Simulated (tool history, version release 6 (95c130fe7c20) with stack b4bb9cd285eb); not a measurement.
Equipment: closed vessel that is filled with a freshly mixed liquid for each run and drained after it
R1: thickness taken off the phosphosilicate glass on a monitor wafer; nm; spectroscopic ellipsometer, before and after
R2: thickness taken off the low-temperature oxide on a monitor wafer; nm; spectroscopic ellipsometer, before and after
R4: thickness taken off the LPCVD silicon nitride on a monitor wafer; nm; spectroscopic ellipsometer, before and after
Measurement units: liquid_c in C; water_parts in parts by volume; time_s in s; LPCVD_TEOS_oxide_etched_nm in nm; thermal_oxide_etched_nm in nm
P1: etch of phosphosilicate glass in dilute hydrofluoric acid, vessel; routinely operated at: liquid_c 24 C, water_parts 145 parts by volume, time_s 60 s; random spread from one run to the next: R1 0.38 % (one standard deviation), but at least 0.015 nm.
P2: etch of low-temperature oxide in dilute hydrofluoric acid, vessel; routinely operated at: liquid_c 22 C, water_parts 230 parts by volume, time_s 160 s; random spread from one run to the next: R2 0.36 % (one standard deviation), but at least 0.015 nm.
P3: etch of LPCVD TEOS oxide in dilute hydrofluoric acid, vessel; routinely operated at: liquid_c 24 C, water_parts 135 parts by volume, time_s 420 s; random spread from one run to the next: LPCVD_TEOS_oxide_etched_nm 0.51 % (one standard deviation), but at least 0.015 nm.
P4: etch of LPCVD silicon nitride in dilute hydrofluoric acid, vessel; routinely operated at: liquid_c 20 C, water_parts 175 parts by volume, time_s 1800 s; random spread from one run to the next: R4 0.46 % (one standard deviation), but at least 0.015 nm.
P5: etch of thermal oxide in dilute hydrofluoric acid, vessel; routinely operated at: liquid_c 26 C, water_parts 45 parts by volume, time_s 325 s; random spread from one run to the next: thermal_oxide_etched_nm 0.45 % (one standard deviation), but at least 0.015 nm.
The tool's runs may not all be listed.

Run 1, hour 4.2: process P1, liquid_c 24 C, water_parts 145 parts by volume, time_s 60 s. Result: R1 60.142 nm.
Run 2, hour 6.6: process P2, liquid_c 22 C, water_parts 230 parts by volume, time_s 160 s. Result: R2 5.846 nm.
Run 3, hour 10.5: process P3, liquid_c 24 C, water_parts 135 parts by volume, time_s 420 s. Result: LPCVD_TEOS_oxide_etched_nm 49.988 nm.
Run 4, hour 13.1: process P1, liquid_c 24 C, water_parts 145 parts by volume, time_s 110 s. Result: R1 110.66 nm.
Run 5, hour 16.9: process P1, liquid_c 30.5 C, water_parts 145 parts by volume, time_s 90 s. Result: R1 114.8 nm.
Run 6, hour 18.9: process P4, liquid_c 20 C, water_parts 175 parts by volume, time_s 3110 s. Result: R4 7.9375 nm.
Run 7, hour 20.8: process P2, liquid_c 22 C, water_parts 230 parts by volume, time_s 160 s. Result: R2 5.8227 nm.
Run 8, hour 23.4: process P5, liquid_c 26 C, water_parts 65 parts by volume, time_s 325 s. Result: thermal_oxide_etched_nm 28.589 nm.
Run 9, hour 26.3: process P4, liquid_c 20 C, water_parts 75 parts by volume, time_s 1800 s. Result: R4 10.535 nm.
Run 10, hour 30: process P1, liquid_c 19.5 C, water_parts 145 parts by volume, time_s 110 s. Result: R1 93.44 nm.
Run 11, hour 32.4: process P1, liquid_c 24 C, water_parts 145 parts by volume, time_s 60 s. Result: R1 60.315 nm.
Run 12, hour 35.2: process P5, liquid_c 31.5 C, water_parts 45 parts by volume, time_s 325 s. Result: thermal_oxide_etched_nm 52.392 nm.
Run 13, hour 38.5: process P5, liquid_c 26 C, water_parts 45 parts by volume, time_s 100 s. Result: thermal_oxide_etched_nm 12.907 nm.
Run 14, hour 41: process P3, liquid_c 31 C, water_parts 135 parts by volume, time_s 420 s. Result: LPCVD_TEOS_oxide_etched_nm 64.524 nm.
Run 15, hour 43: process P5, liquid_c 26 C, water_parts 45 parts by volume, time_s 325 s. Result: thermal_oxide_etched_nm 41.807 nm.
Run 16, hour 45.7: process P1, liquid_c 24 C, water_parts 85 parts by volume, time_s 60 s. Result: R1 110.89 nm.
Run 17, hour 48.9: process P3, liquid_c 24 C, water_parts 135 parts by volume, time_s 695 s. Result: LPCVD_TEOS_oxide_etched_nm 82.665 nm.
Run 18, hour 51: process P1, liquid_c 24 C, water_parts 145 parts by volume, time_s 60 s. Result: R1 60.556 nm.
Run 19, hour 54: process P2, liquid_c 22 C, water_parts 50 parts by volume, time_s 160 s. Result: R2 32.798 nm.
Run 20, hour 57.6: process P1, liquid_c 28.5 C, water_parts 145 parts by volume, time_s 60 s. Result: R1 71.739 nm.
Run 21, hour 60.2: process P4, liquid_c 20 C, water_parts 175 parts by volume, time_s 1800 s. Result: R4 4.5963 nm.
Run 22, hour 63.2: process P3, liquid_c 24 C, water_parts 50 parts by volume, time_s 420 s. Result: LPCVD_TEOS_oxide_etched_nm 149.79 nm.
At hour 66: thermometer replaced.
Run 23, hour 66.5: process P1, liquid_c 24 C, water_parts 145 parts by volume, time_s 60 s. Result: R1 60.715 nm.
Run 24, hour 68.8: process P4, liquid_c 17 C, water_parts 175 parts by volume, time_s 1800 s. Result: R4 3.8001 nm.
Run 25, hour 72.5: process P3, liquid_c 24 C, water_parts 135 parts by volume, time_s 420 s. Result: LPCVD_TEOS_oxide_etched_nm 50.233 nm.
Run 26, hour 75.3: process P2, liquid_c 29.5 C, water_parts 230 parts by volume, time_s 160 s. Result: R2 7.6514 nm.
Run 27, hour 77.7: process P1, liquid_c 17.5 C, water_parts 145 parts by volume, time_s 60 s. Result: R1 46.739 nm.
Run 28, hour 79.8: process P1, liquid_c 24 C, water_parts 145 parts by volume, time_s 30 s. Result: R1 30.329 nm.
Run 29, hour 83.8: process P1, liquid_c 24 C, water_parts 145 parts by volume, time_s 60 s. Result: R1 60.49 nm.
Run 30, hour 88: process P1, liquid_c 24 C, water_parts 145 parts by volume, time_s 60 s. Result: R1 60.325 nm.
Run 31, hour 92.3: process P1, liquid_c 24 C, water_parts 195 parts by volume, time_s 60 s. Result: R1 42.751 nm.
Run 32, hour 95.6: process P2, liquid_c 22 C, water_parts 230 parts by volume, time_s 35 s. Result: R2 1.2899 nm.
Run 33, hour 99.2: process P1, liquid_c 24 C, water_parts 145 parts by volume, time_s 60 s. Result: R1 60.065 nm.
Run 34, hour 103.2: process P1, liquid_c 24 C, water_parts 145 parts by volume, time_s 60 s. Result: R1 60.34 nm.
Run 35, hour 106.8: process P1, liquid_c 24 C, water_parts 145 parts by volume, time_s 60 s. Result: R1 62.416 nm.
Run 36, hour 109.9: process P1, liquid_c 24 C, water_parts 145 parts by volume, time_s 60 s. Result: R1 62.509 nm.
Run 37, hour 113.3: process P1, liquid_c 24 C, water_parts 145 parts by volume, time_s 60 s. Result: R1 63.055 nm.
Run 38, hour 117.4: process P1, liquid_c 24 C, water_parts 145 parts by volume, time_s 60 s. Result: R1 63.652 nm.
Run 39, hour 121.7: process P1, liquid_c 24 C, water_parts 145 parts by volume, time_s 60 s. Result: R1 64.448 nm.
Run 40, hour 125.4: process P1, liquid_c 24 C, water_parts 145 parts by volume, time_s 60 s. Result: R1 64.042 nm.

Something has made what P1 gives creep away from where it was; the 2 causes below, each at its own stated size, fit the log equally well:
A: liquid hotter than its thermometer reads (K) = 1.47
B: hydrofluoric acid flow above the setpoint (%) = 4.92
Creep in the process output first set in at about hour 103.2.

The check runs listed below each take one wafer, and their results are still question marks. Under which run would the listed causes lead to clearly different results?
Run check 1, hour 129.1: process P5, liquid_c 26 C, water_parts 55 parts by volume, time_s 140 s. Result: thermal_oxide_etched_nm ?.
Run check 2, hour 129.1: process P3, liquid_c 24 C, water_parts 50 parts by volume, time_s 420 s. Result: LPCVD_TEOS_oxide_etched_nm ?.
Run check 3, hour 129.1: process P4, liquid_c 17 C, water_parts 175 parts by volume, time_s 3105 s. Result: R4 ?.
Run check 4, hour 129.1: process P2, liquid_c 29.5 C, water_parts 230 parts by volume, time_s 45 s. Result: R2 ?.

Check results expected under each cause:
  check                      result    if A    if B
check 1     thermal_oxide_etched_nm  15.525  15.412
check 2  LPCVD_TEOS_oxide_etched_nm  159.38  157.93
check 3                          R4  7.2032  6.8305
check 4                          R2  2.2448  2.2701
Per check, the gap between the least separated pair of causes, taken in the result that splits them most: check 1 0.73 %; check 2 0.91 %; check 3 5.31 %; check 4 1.12 %
Only check 3 tells the causes apart: in the others they would give nearly the same result.

After running check 3, the following was obtained: R4 7.1598 nm. Which cause does this point to?

A is the cause: liquid hotter than its thermometer reads (K).
